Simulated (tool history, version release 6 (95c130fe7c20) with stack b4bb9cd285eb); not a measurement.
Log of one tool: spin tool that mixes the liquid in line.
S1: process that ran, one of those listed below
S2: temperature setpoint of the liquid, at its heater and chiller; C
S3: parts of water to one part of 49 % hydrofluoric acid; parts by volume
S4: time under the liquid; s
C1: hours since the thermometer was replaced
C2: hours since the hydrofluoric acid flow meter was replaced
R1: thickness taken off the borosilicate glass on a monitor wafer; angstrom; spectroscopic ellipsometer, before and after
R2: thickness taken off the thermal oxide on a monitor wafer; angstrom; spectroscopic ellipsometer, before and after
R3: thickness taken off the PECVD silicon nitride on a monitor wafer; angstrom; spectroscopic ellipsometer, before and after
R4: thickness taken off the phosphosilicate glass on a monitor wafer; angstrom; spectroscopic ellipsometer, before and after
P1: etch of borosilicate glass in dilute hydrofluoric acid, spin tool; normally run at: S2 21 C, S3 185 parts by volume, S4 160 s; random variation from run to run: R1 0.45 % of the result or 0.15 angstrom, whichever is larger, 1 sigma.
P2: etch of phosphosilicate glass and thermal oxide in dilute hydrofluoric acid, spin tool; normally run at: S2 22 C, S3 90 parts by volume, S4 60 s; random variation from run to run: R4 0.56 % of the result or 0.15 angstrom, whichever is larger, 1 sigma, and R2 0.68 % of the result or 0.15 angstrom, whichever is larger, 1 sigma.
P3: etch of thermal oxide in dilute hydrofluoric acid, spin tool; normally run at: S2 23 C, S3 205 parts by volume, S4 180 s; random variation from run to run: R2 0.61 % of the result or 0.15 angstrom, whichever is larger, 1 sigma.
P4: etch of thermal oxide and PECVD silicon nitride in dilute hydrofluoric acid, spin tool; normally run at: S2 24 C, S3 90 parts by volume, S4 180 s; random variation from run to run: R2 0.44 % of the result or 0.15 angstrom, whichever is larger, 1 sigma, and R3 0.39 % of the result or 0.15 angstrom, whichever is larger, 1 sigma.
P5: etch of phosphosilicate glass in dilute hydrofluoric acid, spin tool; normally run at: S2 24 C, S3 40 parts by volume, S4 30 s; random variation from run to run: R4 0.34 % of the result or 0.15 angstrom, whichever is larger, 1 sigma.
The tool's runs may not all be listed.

run,day,S1,S2,S3,S4,C1,C2,R1,R2,R3,R4
1,0.654,P1,21,185,160,781.5,726.7,192.78,,,
2,1.329,P1,21,185,310,797.7,742.9,369.32,,,
3,2.096,P4,24,90,180,816.1,761.3,,100.65,81.855,
4,2.683,P1,21,185,160,830.2,775.4,190.58,,,
5,3.033,P3,23,370,180,838.6,783.8,,18.223,,
6,3.683,P1,21,260,160,854.2,799.4,125.88,,,
7,4.388,P5,24,40,30,871.1,816.3,,,,985.26
8,4.821,P1,28.5,185,160,881.5,826.7,251.33,,,
# day 4.988: hydrofluoric acid flow meter replaced
9,5.467,P1,21,185,15,897,11.6,17.846,,,
10,6.121,P5,24,60,30,912.7,27.3,,,,639.8
11,6.525,P3,23,205,360,922.4,37,,76.351,,
12,7.329,P5,24,40,45,941.7,56.3,,,,1477.3
13,7.862,P1,21,75,160,954.5,69.1,532.45,,,
14,8.567,P4,24,30,180,971.4,86,,330.51,238.17,
15,9.238,P3,23,205,180,987.5,102.1,,38.686,,
16,9.7,P4,24,90,180,998.6,113.2,,100.98,81.508,
17,10.433,P1,17,185,160,1016.2,130.8,163.14,,,
18,10.875,P2,22,50,60,1026.8,141.4,,56.076,,706.67
19,11.554,P3,23,205,180,1043.1,157.7,,38.385,,
20,11.988,P2,22,90,15,1053.5,168.1,,7.5766,,92.763
21,12.571,P2,22,90,60,1067.5,182.1,,29.977,,372.08
22,13.033,P1,21,185,160,1078.6,193.2,189.95,,,
23,13.712,P3,17,205,180,1094.9,209.5,,30.382,,
24,14.479,P5,32,40,30,1113.3,227.9,,,,1354.6
25,15.242,P4,24,90,45,1131.6,246.2,,25.056,20.333,
26,15.704,P1,21,185,160,1142.7,257.3,190.74,,,
27,16.171,P4,18,90,180,1153.9,268.5,,79.006,54.589,
28,16.65,P1,27,320,160,1165.4,280,117.69,,,
29,17.379,P2,28.5,90,60,1182.9,297.5,,38.638,,479.75
30,17.896,P1,25.5,185,40,1195.3,309.9,56.243,,,
31,18.629,P1,21,185,160,1212.9,327.5,191.88,,,
32,19.146,P1,21,185,160,1225.3,339.9,185.89,,,
33,19.888,P1,21,185,160,1243.1,357.7,183.17,,,
34,20.492,P1,21,185,160,1257.6,372.2,181.02,,,
35,21.117,P1,21,185,160,1272.6,387.2,177.56,,,
36,21.854,P1,21,185,160,1290.3,404.9,177.07,,,
37,22.358,P1,21,185,160,1302.4,417,178.8,,,
38,22.867,P1,21,185,160,1314.6,429.2,177.65,,,
39,23.417,P1,21,185,160,1327.8,442.4,178.73,,,
40,23.925,P1,21,185,160,1340,454.6,177.54,,,
41,24.275,P1,21,185,160,1348.4,463,177.66,,,

What P1 gives has crept away from where it was. These 2 causes fit the log equally well, each at the size given:
A: hydrofluoric acid flow below the setpoint (%) = 5.93
B: liquid colder than its thermometer reads (K) = 1.88
The creep began at about day 18.629.

4 check runs are offered, one wafer each, their results left as question marks. Which one tells the causes apart?
check 1,24.625,P2,28.5,90,20,,,,?,,?
check 2,24.625,P5,31.5,55,30,,,,,,?
check 3,24.625,P4,19,90,180,,,,?,?,
check 4,24.625,P3,17,205,180,,,,?,,

What each check would give under each cause:
check,result,if A,if B
check 1,R2,12.023,11.978
check 1,R4,148.91,148.35
check 2,R4,885.51,879.83
check 3,R2,77.092,76.195
check 3,R3,54.91,51.146
check 4,R2,28.396,28.319
How far apart the two closest causes lie, in the result that separates them most: check 1 0.38 %; check 2 0.64 %; check 3 7.1 %; check 4 0.27 %
Only check 3 tells the causes apart: in the others they would give nearly the same result.

Then check 3 was run and gave: R2 76.691 angstrom; R3 51.074 angstrom. Which cause is it?

It is B: liquid colder than its thermometer reads (K).

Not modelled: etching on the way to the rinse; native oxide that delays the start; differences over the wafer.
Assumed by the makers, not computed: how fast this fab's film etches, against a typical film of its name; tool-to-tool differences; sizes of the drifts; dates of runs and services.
